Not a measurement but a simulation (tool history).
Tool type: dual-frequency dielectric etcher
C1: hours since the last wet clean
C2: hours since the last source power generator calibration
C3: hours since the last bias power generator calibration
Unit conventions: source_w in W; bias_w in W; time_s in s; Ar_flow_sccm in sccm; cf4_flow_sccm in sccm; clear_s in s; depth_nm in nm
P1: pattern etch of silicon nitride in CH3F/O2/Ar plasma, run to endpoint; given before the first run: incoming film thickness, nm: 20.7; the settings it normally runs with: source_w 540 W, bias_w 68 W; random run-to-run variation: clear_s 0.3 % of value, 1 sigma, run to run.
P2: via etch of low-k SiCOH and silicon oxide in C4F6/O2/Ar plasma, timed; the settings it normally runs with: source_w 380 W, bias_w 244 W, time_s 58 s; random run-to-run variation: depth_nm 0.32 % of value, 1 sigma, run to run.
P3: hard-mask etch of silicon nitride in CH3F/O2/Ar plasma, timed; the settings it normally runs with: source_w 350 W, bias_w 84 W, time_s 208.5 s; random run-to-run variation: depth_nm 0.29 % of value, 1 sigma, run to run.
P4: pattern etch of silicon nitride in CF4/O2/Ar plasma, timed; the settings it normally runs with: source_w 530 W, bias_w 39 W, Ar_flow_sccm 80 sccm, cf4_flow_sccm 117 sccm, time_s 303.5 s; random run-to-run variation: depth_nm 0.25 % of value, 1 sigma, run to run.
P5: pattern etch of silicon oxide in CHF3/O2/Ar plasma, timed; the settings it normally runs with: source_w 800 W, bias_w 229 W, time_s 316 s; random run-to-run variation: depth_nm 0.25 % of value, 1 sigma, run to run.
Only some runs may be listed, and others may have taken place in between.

Run 1, hour 6.6: process P1, source_w 540 W, bias_w 68 W; C1 339.5; C2 1493.6; C3 1694.2. Result: clear_s 26.721 s.
Run 2, hour 12.7: process P1, source_w 540 W, bias_w 49 W; C1 345.6; C2 1499.7; C3 1700.3. Result: clear_s 29.632 s.
Run 3, hour 16.8: process P5, source_w 800 W, bias_w 229 W, time_s 316 s; C1 349.7; C2 1503.8; C3 1704.4. Result: depth_nm 772.37 nm.
Run 4, hour 23.1: process P3, source_w 350 W, bias_w 84 W, time_s 208.5 s; C1 356; C2 1510.1; C3 1710.7. Result: depth_nm 143.48 nm.
Run 5, hour 29.6: process P2, source_w 380 W, bias_w 244 W, time_s 58 s; C1 362.5; C2 1516.6; C3 1717.2. Result: depth_nm 155.24 nm.
Run 6, hour 34.7: process P1, source_w 540 W, bias_w 68 W; C1 367.6; C2 1521.7; C3 1722.3. Result: clear_s 26.707 s.
Run 7, hour 39.3: process P1, source_w 540 W, bias_w 68 W; C1 372.2; C2 1526.3; C3 1726.9. Result: clear_s 26.746 s.
Run 8, hour 42.5: process P4, source_w 530 W, bias_w 39 W, time_s 303.5 s, Ar_flow_sccm 80 sccm, cf4_flow_sccm 152 sccm; C1 375.4; C2 1529.5; C3 1730.1. Result: depth_nm 600.04 nm.
Run 9, hour 49: process P4, source_w 530 W, bias_w 39 W, time_s 173 s, Ar_flow_sccm 80 sccm, cf4_flow_sccm 117 sccm; C1 381.9; C2 1536; C3 1736.6. Result: depth_nm 331.59 nm.
Run 10, hour 55.8: process P1, source_w 540 W, bias_w 94 W; C1 388.7; C2 1542.8; C3 1743.4. Result: clear_s 24.08 s.
Run 11, hour 61.3: process P1, source_w 760 W, bias_w 89 W; C1 394.2; C2 1548.3; C3 1748.9. Result: clear_s 21.502 s.
Run 12, hour 66.6: process P2, source_w 520 W, bias_w 244 W, time_s 58 s; C1 399.5; C2 1553.6; C3 1754.2. Result: depth_nm 175.17 nm.
Run 13, hour 71.4: process P1, source_w 680 W, bias_w 68 W; C1 404.3; C2 1558.4; C3 1759. Result: clear_s 24.434 s.
Run 14, hour 77: process P5, source_w 800 W, bias_w 229 W, time_s 316 s; C1 409.9; C2 1564; C3 1764.6. Result: depth_nm 770.69 nm.
Run 15, hour 82.8: process P1, source_w 540 W, bias_w 68 W; C1 415.7; C2 1569.8; C3 1770.4. Result: clear_s 26.772 s.
Run 16, hour 90: process P2, source_w 380 W, bias_w 321 W, time_s 58 s; C1 422.9; C2 1577; C3 1777.6. Result: depth_nm 171.09 nm.
Run 17, hour 95.8: process P3, source_w 240 W, bias_w 84 W, time_s 208.5 s; C1 428.7; C2 1582.8; C3 1783.4. Result: depth_nm 125.01 nm.
Run 18, hour 100.5: process P1, source_w 410 W, bias_w 68 W; C1 433.4; C2 1587.5; C3 1788.1. Result: clear_s 29.779 s.
Run 19, hour 106.7: process P3, source_w 350 W, bias_w 84 W, time_s 298 s; C1 439.6; C2 1593.7; C3 1794.3. Result: depth_nm 206.25 nm.
Run 20, hour 110.1: process P5, source_w 1030 W, bias_w 229 W, time_s 316 s; C1 443; C2 1597.1; C3 1797.7. Result: depth_nm 847.71 nm.
Run 21, hour 114.7: process P3, source_w 350 W, bias_w 53 W, time_s 208.5 s; C1 447.6; C2 1601.7; C3 1802.3. Result: depth_nm 122.83 nm.
Run 22, hour 119.7: process P2, source_w 380 W, bias_w 244 W, time_s 74.5 s; C1 452.6; C2 1606.7; C3 1807.3. Result: depth_nm 199.13 nm.
Run 23, hour 124.7: process P4, source_w 530 W, bias_w 39 W, time_s 303.5 s, Ar_flow_sccm 80 sccm, cf4_flow_sccm 117 sccm; C1 457.6; C2 1611.7; C3 1812.3. Result: depth_nm 582.37 nm.
Run 24, hour 128.6: process P4, source_w 700 W, bias_w 39 W, time_s 303.5 s, Ar_flow_sccm 80 sccm, cf4_flow_sccm 117 sccm; C1 461.5; C2 1615.6; C3 1816.2. Result: depth_nm 741.51 nm.
Run 25, hour 134.7: process P1, source_w 540 W, bias_w 68 W; C1 467.6; C2 1621.7; C3 1822.3. Result: clear_s 26.951 s.
Run 26, hour 139.8: process P1, source_w 540 W, bias_w 68 W; C1 472.7; C2 1626.8; C3 1827.4. Result: clear_s 26.746 s.
Run 27, hour 143.8: process P1, source_w 540 W, bias_w 68 W; C1 476.7; C2 1630.8; C3 1831.4. Result: clear_s 26.896 s.
Run 28, hour 150.4: process P4, source_w 530 W, bias_w 39 W, time_s 303.5 s, Ar_flow_sccm 107 sccm, cf4_flow_sccm 117 sccm; C1 483.3; C2 1637.4; C3 1838. Result: depth_nm 560.08 nm.
Run 29, hour 154.9: process P2, source_w 380 W, bias_w 244 W, time_s 58 s; C1 487.8; C2 1641.9; C3 1842.5. Result: depth_nm 154.74 nm.
Run 30, hour 159.6: process P5, source_w 800 W, bias_w 229 W, time_s 430 s; C1 492.5; C2 1646.6; C3 1847.2. Result: depth_nm 1048 nm.
Run 31, hour 165: process P5, source_w 800 W, bias_w 296 W, time_s 316 s; C1 497.9; C2 1652; C3 1852.6. Result: depth_nm 848.05 nm.
Run 32, hour 168.7: process P4, source_w 530 W, bias_w 52 W, time_s 303.5 s, Ar_flow_sccm 80 sccm, cf4_flow_sccm 117 sccm; C1 501.6; C2 1655.7; C3 1856.3. Result: depth_nm 642.36 nm.
Run 33, hour 175: process P3, source_w 350 W, bias_w 84 W, time_s 208.5 s; C1 507.9; C2 1662; C3 1862.6. Result: depth_nm 143.29 nm.
Run 34, hour 182: process P1, source_w 670 W, bias_w 80 W; C1 514.9; C2 1669; C3 1869.6. Result: clear_s 23.373 s.
Run 35, hour 188.7: process P1, source_w 540 W, bias_w 68 W; C1 521.6; C2 1675.7; C3 1876.3. Result: clear_s 26.716 s.
Run 36, hour 194.9: process P1, source_w 540 W, bias_w 68 W; C1 527.8; C2 1681.9; C3 1882.5. Result: clear_s 26.755 s.
Run 37, hour 201: process P1, source_w 540 W, bias_w 68 W; C1 533.9; C2 1688; C3 1888.6. Result: clear_s 26.521 s.
Run 38, hour 207.4: process P1, source_w 540 W, bias_w 68 W; C1 540.3; C2 1694.4; C3 1895. Result: clear_s 26.487 s.
Run 39, hour 213.4: process P1, source_w 540 W, bias_w 68 W; C1 546.3; C2 1700.4; C3 1901. Result: clear_s 26.37 s.
At hour 213.9: wet clean of the chamber.
Run 40, hour 220.4: process P1, source_w 540 W, bias_w 68 W; C1 6.6; C2 1707.4; C3 1908. Result: clear_s 26.324 s.
Run 41, hour 226.9: process P1, source_w 540 W, bias_w 68 W; C1 13.1; C2 1713.9; C3 1914.5. Result: clear_s 26.346 s.
Run 42, hour 231.2: process P1, source_w 540 W, bias_w 68 W; C1 17.4; C2 1718.2; C3 1918.8. Result: clear_s 26.454 s.
Run 43, hour 236: process P1, source_w 540 W, bias_w 68 W; C1 22.2; C2 1723; C3 1923.6. Result: clear_s 26.434 s.
Run 44, hour 241.3: process P1, source_w 540 W, bias_w 68 W; C1 27.5; C2 1728.3; C3 1928.9. Result: clear_s 26.363 s.

The output of P1 has drifted from where it used to be. Each of the 2 causes below, taken at the size shown beside it, accounts for the log equally well:
A: source power that arrives over what is set, % = 4.18
B: bias power that arrives over what is set, % = 4.85
The drift started at roughly hour 188.7.
Every other cause this tool's parts could produce, and why it does not fit the log:
chamber walls in a state that raises the etch rate, %: serviced at hour 213.9, which brought nothing back

Consider the 4 single-wafer check runs listed below, results given as question marks: which one distinguishes between the causes by giving clearly different results for each?
Run check 1, hour 246.6: process P3, source_w 350 W, bias_w 67 W, time_s 283 s. Result: depth_nm ?.
Run check 2, hour 246.6: process P2, source_w 380 W, bias_w 296 W, time_s 58 s. Result: depth_nm ?.
Run check 3, hour 246.6: process P4, source_w 640 W, bias_w 39 W, time_s 303.5 s, Ar_flow_sccm 98 sccm, cf4_flow_sccm 117 sccm. Result: depth_nm ?.
Run check 4, hour 246.6: process P5, source_w 1030 W, bias_w 229 W, time_s 316 s. Result: depth_nm ?.

What each check would give under each cause:
  check    result    if A    if B
check 1  depth_nm   183.3  183.43
check 2  depth_nm   168.5  168.69
check 3  depth_nm  695.65  681.84
check 4  depth_nm  864.62  865.08
Gap, in per cent, between the two causes that each check separates least, read from the result that separates them most: check 1 0.07 %; check 2 0.11 %; check 3 2 %; check 4 0.05 %
Check 3 tells the causes apart: in the others they would give nearly the same result.

Check 3 was carried out, with these results: depth_nm 682.37 nm. Which of the listed causes is responsible?

B is the cause: bias power that arrives over what is set, %.
